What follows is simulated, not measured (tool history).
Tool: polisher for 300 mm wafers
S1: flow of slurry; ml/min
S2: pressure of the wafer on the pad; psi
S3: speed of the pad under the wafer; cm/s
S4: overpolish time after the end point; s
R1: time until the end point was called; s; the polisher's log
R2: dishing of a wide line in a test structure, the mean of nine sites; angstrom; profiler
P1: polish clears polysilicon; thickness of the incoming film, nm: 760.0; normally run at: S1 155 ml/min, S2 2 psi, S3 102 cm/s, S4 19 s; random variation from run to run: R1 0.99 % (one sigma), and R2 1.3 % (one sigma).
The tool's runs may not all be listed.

run 1 hour=10.9 | S1=155 S2=2 S3=102 S4=19 | R1=79.235 R2=549.55
run 2 hour=20.2 | S1=155 S2=2 S3=102 S4=32 | R1=77.021 R2=552.69
run 3 hour=28.7 | S1=155 S2=2.9 S3=102 S4=19 | R1=53.568 R2=566.05
run 4 hour=39.2 | S1=155 S2=2 S3=136 S4=19 | R1=58.4 R2=562.52
run 5 hour=53.7 | S1=155 S2=2 S3=102 S4=19 | R1=77.944 R2=539.59
run 6 hour=66.5 | S1=95 S2=2 S3=102 S4=19 | R1=87.898 R2=531.64
run 7 hour=79.7 | S1=155 S2=0.9 S3=102 S4=19 | R1=174.71 R2=439.45
run 8 hour=86.9 | S1=155 S2=2 S3=102 S4=6 | R1=76.626 R2=367.92
run 9 hour=100.5 | S1=215 S2=2 S3=102 S4=19 | R1=74.152 R2=544.44
run 10 hour=110.7 | S1=95 S2=2 S3=58 S4=19 | R1=155.42 R2=456.74
run 11 hour=122 | S1=155 S2=2 S3=46 S4=19 | R1=172.09 R2=440.56
run 12 hour=133.6 | S1=155 S2=2 S3=102 S4=19 | R1=77.826 R2=530.81
run 13 hour=145.3 | S1=210 S2=2.9 S3=102 S4=19 | R1=52.186 R2=547.75
run 14 hour=157.7 | S1=155 S2=3 S3=102 S4=6 | R1=51.045 R2=450.16
run 15 hour=170.9 | S1=155 S2=2 S3=102 S4=19 | R1=77.279 R2=533.57
run 16 hour=185.6 | S1=155 S2=2 S3=102 S4=19 | R1=78.404 R2=530.86
run 17 hour=198.5 | S1=155 S2=2 S3=102 S4=19 | R1=78.727 R2=561.96
run 18 hour=212.7 | S1=155 S2=2 S3=102 S4=19 | R1=81.544 R2=546.27
run 19 hour=225 | S1=155 S2=2 S3=102 S4=19 | R1=81.489 R2=540.38
run 20 hour=234.1 | S1=155 S2=2 S3=102 S4=19 | R1=84.62 R2=542.41
run 21 hour=249.5 | S1=155 S2=2 S3=102 S4=19 | R1=85.434 R2=543.16
run 22 hour=262.1 | S1=155 S2=2 S3=102 S4=19 | R1=83.972 R2=534.62
-- hour=266.9 head pressure recalibrated
run 23 hour=270.5 | S1=155 S2=2 S3=102 S4=19 | R1=84.101 R2=536.65
run 24 hour=277.3 | S1=155 S2=2 S3=102 S4=19 | R1=85.411 R2=543.96
run 25 hour=284.7 | S1=155 S2=2 S3=102 S4=19 | R1=86.283 R2=534.32
run 26 hour=297.7 | S1=155 S2=2 S3=102 S4=19 | R1=84.535 R2=532.05

What P1 gives has crept away from where it was. These 2 causes fit the log equally well, each at the size given:
A: removal rate lost through wear of the pad, % = 8.7
B: slurry flow missing at the pad, % = 35.6
The creep began at about hour 198.5.
Why every other cause is out:
head's pressure below its setpoint, %: serviced at hour 266.9, which brought nothing back

4 check runs are offered, each on 3 wafers whose results are averaged, their results left as question marks. Which one tells the causes apart?
run check 1 hour=310.7 | S1=155 S2=1 S3=102 S4=6 | R1=? R2=?
run check 2 hour=310.7 | S1=155 S2=1.3 S3=52 S4=19 | R1=? R2=?
run check 3 hour=310.7 | S1=95 S2=2 S3=102 S4=32 | R1=? R2=?
run check 4 hour=310.7 | S1=155 S2=2 S3=48 S4=29 | R1=? R2=?

What each check would give under each cause:
check=check_1 result=R1 if_A=171.31 if_B=171.34
check=check_1 result=R2 if_A=216.58 if_B=216.55
check=check_2 result=R1 if_A=258.48 if_B=258.53
check=check_2 result=R2 if_A=359.82 if_B=359.78
check=check_3 result=R1 if_A=95.031 if_B=99.778
check=check_3 result=R2 if_A=557.76 if_B=556.44
check=check_4 result=R1 if_A=182.02 if_B=182.05
check=check_4 result=R2 if_A=501.21 if_B=501.18
How far apart the two closest causes lie, in the result that separates them most: check 1 0.02 %; check 2 0.02 %; check 3 4.87 %; check 4 0.02 %
Only check 3 tells the causes apart: in the others they would give nearly the same result.

Then check 3 was run and gave: R1 95.173 s; R2 559.07 angstrom. Which cause is it?

It is A: removal rate lost through wear of the pad, %.
